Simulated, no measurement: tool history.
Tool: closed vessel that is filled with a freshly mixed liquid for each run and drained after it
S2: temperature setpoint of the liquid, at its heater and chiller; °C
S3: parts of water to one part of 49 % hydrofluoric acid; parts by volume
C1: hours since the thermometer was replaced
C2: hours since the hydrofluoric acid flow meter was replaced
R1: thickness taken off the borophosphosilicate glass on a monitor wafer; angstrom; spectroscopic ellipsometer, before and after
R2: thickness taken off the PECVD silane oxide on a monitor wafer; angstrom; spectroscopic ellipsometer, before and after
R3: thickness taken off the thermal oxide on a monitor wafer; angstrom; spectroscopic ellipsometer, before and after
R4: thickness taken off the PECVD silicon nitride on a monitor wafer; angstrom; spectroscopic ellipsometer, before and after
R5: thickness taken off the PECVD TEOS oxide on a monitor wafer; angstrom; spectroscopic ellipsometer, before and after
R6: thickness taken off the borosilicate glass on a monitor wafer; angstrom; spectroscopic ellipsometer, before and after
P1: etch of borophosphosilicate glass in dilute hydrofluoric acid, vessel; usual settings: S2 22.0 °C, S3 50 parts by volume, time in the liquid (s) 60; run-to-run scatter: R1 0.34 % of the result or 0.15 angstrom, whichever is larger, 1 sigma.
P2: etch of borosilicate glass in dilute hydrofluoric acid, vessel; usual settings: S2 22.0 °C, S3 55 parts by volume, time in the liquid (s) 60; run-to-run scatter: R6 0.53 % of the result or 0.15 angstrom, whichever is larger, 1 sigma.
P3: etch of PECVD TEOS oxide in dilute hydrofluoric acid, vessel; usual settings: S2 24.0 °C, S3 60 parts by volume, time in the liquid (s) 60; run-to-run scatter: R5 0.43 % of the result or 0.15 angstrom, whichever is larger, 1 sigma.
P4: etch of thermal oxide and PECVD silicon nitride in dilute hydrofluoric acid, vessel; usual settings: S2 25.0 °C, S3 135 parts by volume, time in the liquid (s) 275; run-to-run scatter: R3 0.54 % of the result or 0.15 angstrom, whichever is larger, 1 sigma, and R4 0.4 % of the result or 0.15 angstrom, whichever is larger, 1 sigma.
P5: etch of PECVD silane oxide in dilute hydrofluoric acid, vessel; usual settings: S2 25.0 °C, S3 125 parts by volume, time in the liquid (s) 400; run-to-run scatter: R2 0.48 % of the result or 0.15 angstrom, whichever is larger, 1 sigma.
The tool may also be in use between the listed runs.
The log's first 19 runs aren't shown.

{"run": 20, "hour": 129.7, "process that ran": "P5", "S2": 25.0, "S3": 125, "time in the liquid (s)": 400, "C1": 954.8, "C2": 32.5, "R2": 519.48}
{"run": 21, "hour": 134.6, "process that ran": "P1", "S2": 22.0, "S3": 50, "time in the liquid (s)": 60, "C1": 959.7, "C2": 37.4, "R1": 522.12}
{"run": 22, "hour": 140.3, "process that ran": "P3", "S2": 24.0, "S3": 85, "time in the liquid (s)": 60, "C1": 965.4, "C2": 43.1, "R5": 118.58}
{"run": 23, "hour": 145.1, "process that ran": "P1", "S2": 22.0, "S3": 50, "time in the liquid (s)": 60, "C1": 970.2, "C2": 47.9, "R1": 521.74}
{"run": 24, "hour": 151.3, "process that ran": "P5", "S2": 25.0, "S3": 125, "time in the liquid (s)": 90, "C1": 976.4, "C2": 54.1, "R2": 116.95}
{"run": 25, "hour": 156.1, "process that ran": "P5", "S2": 31.0, "S3": 125, "time in the liquid (s)": 400, "C1": 981.2, "C2": 58.9, "R2": 648.54}
{"run": 26, "hour": 164.7, "process that ran": "P1", "S2": 22.0, "S3": 85, "time in the liquid (s)": 60, "C1": 989.8, "C2": 67.5, "R1": 293.02}
{"run": 27, "hour": 170.9, "process that ran": "P2", "S2": 22.0, "S3": 55, "time in the liquid (s)": 60, "C1": 996.0, "C2": 73.7, "R6": 182.45}
{"run": 28, "hour": 175.1, "process that ran": "P1", "S2": 17.0, "S3": 50, "time in the liquid (s)": 60, "C1": 1000.2, "C2": 77.9, "R1": 420.87}
{"run": 29, "hour": 180.1, "process that ran": "P1", "S2": 22.0, "S3": 20, "time in the liquid (s)": 100, "C1": 1005.2, "C2": 82.9, "R1": 2251.3}
{"run": 30, "hour": 185.6, "process that ran": "P2", "S2": 18.0, "S3": 55, "time in the liquid (s)": 60, "C1": 1010.7, "C2": 88.4, "R6": 153.67}
{"run": 31, "hour": 192.0, "process that ran": "P3", "S2": 24.0, "S3": 60, "time in the liquid (s)": 60, "C1": 1017.1, "C2": 94.8, "R5": 173.3}
{"run": 32, "hour": 200.3, "process that ran": "P1", "S2": 22.0, "S3": 50, "time in the liquid (s)": 60, "C1": 1025.4, "C2": 103.1, "R1": 519.6}
{"run": 33, "hour": 209.6, "process that ran": "P1", "S2": 22.0, "S3": 50, "time in the liquid (s)": 60, "C1": 1034.7, "C2": 112.4, "R1": 500.14}
{"run": 34, "hour": 217.6, "process that ran": "P1", "S2": 22.0, "S3": 50, "time in the liquid (s)": 60, "C1": 1042.7, "C2": 120.4, "R1": 491.03}
{"run": 35, "hour": 227.0, "process that ran": "P1", "S2": 22.0, "S3": 50, "time in the liquid (s)": 60, "C1": 1052.1, "C2": 129.8, "R1": 490.39}
{"run": 36, "hour": 234.6, "process that ran": "P1", "S2": 22.0, "S3": 50, "time in the liquid (s)": 60, "C1": 1059.7, "C2": 137.4, "R1": 486.01}
{"run": 37, "hour": 240.3, "process that ran": "P1", "S2": 22.0, "S3": 50, "time in the liquid (s)": 60, "C1": 1065.4, "C2": 143.1, "R1": 485.8}

Run 38 comes next. What will it give?
{"run": 38, "hour": 249.0, "process that ran": "P1", "S2": 22.0, "S3": 50, "time in the liquid (s)": 60, "C1": 1074.1, "C2": 151.8, "R1": "?"}

{"run 38": {"R1": 484.69}}

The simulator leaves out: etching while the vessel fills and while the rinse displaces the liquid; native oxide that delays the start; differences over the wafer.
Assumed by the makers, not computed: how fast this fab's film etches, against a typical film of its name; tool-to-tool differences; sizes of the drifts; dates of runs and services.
